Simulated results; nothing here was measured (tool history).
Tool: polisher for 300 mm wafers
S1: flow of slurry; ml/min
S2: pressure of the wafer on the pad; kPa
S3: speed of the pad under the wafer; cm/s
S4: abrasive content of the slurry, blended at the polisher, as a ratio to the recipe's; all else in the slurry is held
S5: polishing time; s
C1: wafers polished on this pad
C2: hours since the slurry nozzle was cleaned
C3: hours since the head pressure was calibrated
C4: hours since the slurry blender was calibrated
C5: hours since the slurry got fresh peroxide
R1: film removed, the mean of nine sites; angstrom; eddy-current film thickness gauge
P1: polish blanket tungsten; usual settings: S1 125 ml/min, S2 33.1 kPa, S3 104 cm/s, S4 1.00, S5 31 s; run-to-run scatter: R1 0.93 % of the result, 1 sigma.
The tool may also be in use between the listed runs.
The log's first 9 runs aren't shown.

run 10 hour=130.6 | S1=125 S2=33.1 S3=46 S4=1.00 S5=31 | C1=1205 C2=298.1 C3=535.8 C4=80.7 C5=244.9 | R1=700.12
run 11 hour=142.6 | S1=125 S2=33.1 S3=104 S4=0.65 S5=31 | C1=1288 C2=310.1 C3=547.8 C4=92.7 C5=256.9 | R1=1461.50
run 12 hour=158.4 | S1=125 S2=33.1 S3=104 S4=1.00 S5=31 | C1=1398 C2=325.9 C3=563.6 C4=108.5 C5=272.7 | R1=1585.00
run 13 hour=168.6 | S1=125 S2=16.5 S3=104 S4=1.00 S5=31 | C1=1469 C2=336.1 C3=573.8 C4=118.7 C5=282.9 | R1=801.00
run 14 hour=176.7 | S1=125 S2=51.7 S3=104 S4=1.00 S5=31 | C1=1525 C2=344.2 C3=581.9 C4=126.8 C5=291.0 | R1=2489.30
run 15 hour=189.4 | S1=125 S2=33.1 S3=72 S4=1.35 S5=31 | C1=1614 C2=356.9 C3=594.6 C4=139.5 C5=303.7 | R1=1212.00
-- hour=203.2 head pressure recalibrated
run 16 hour=205.6 | S1=125 S2=33.1 S3=104 S4=1.00 S5=31 | C1=1726 C2=373.1 C3=2.5 C4=155.7 C5=319.9 | R1=1599.00
run 17 hour=214.2 | S1=125 S2=33.1 S3=104 S4=1.00 S5=31 | C1=1786 C2=381.7 C3=11.1 C4=164.3 C5=328.5 | R1=1587.60
run 18 hour=224.6 | S1=125 S2=33.1 S3=104 S4=1.00 S5=47 | C1=1858 C2=392.1 C3=21.5 C4=174.7 C5=338.9 | R1=2449.60
run 19 hour=233.4 | S1=125 S2=33.1 S3=162 S4=1.00 S5=31 | C1=1919 C2=400.9 C3=30.3 C4=183.5 C5=347.7 | R1=2481.60
run 20 hour=241.5 | S1=125 S2=33.1 S3=104 S4=1.00 S5=31 | C1=1976 C2=409.0 C3=38.4 C4=191.6 C5=355.8 | R1=1610.60
run 21 hour=257.1 | S1=125 S2=33.1 S3=104 S4=1.00 S5=31 | C1=2084 C2=424.6 C3=54.0 C4=207.2 C5=371.4 | R1=1559.50
run 22 hour=268.2 | S1=125 S2=33.1 S3=104 S4=1.00 S5=31 | C1=2161 C2=435.7 C3=65.1 C4=218.3 C5=382.5 | R1=1514.90
run 23 hour=285.3 | S1=125 S2=33.1 S3=104 S4=1.00 S5=31 | C1=2280 C2=452.8 C3=82.2 C4=235.4 C5=399.6 | R1=1482.00
-- hour=299.2 slurry blender recalibrated
run 24 hour=301.5 | S1=125 S2=33.1 S3=104 S4=1.00 S5=31 | C1=2392 C2=469.0 C3=98.4 C4=2.3 C5=415.8 | R1=1454.40
run 25 hour=318.4 | S1=125 S2=33.1 S3=104 S4=1.00 S5=31 | C1=2510 C2=485.9 C3=115.3 C4=19.2 C5=432.7 | R1=1450.80
run 26 hour=330.9 | S1=125 S2=33.1 S3=104 S4=1.00 S5=31 | C1=2597 C2=498.4 C3=127.8 C4=31.7 C5=445.2 | R1=1456.10
-- hour=335.7 worn pad replaced by a new one
run 27 hour=339.0 | S1=125 S2=33.1 S3=104 S4=1.00 S5=31 | C1=23 C2=506.5 C3=135.9 C4=39.8 C5=453.3 | R1=1446.60
-- hour=349.9 slurry tank refilled with fresh slurry and peroxide
run 28 hour=351.9 | S1=125 S2=33.1 S3=104 S4=1.00 S5=31 | C1=112 C2=519.4 C3=148.8 C4=52.7 C5=2.1 | R1=1467.70

The next listed run, before its measurement:
run 29 hour=365.1 | S1=125 S2=33.1 S3=104 S4=1.00 S5=31 | C1=204 C2=532.6 C3=162.0 C4=65.9 C5=15.3 | R1=?

{"run 29": {"R1": 1445.3}}
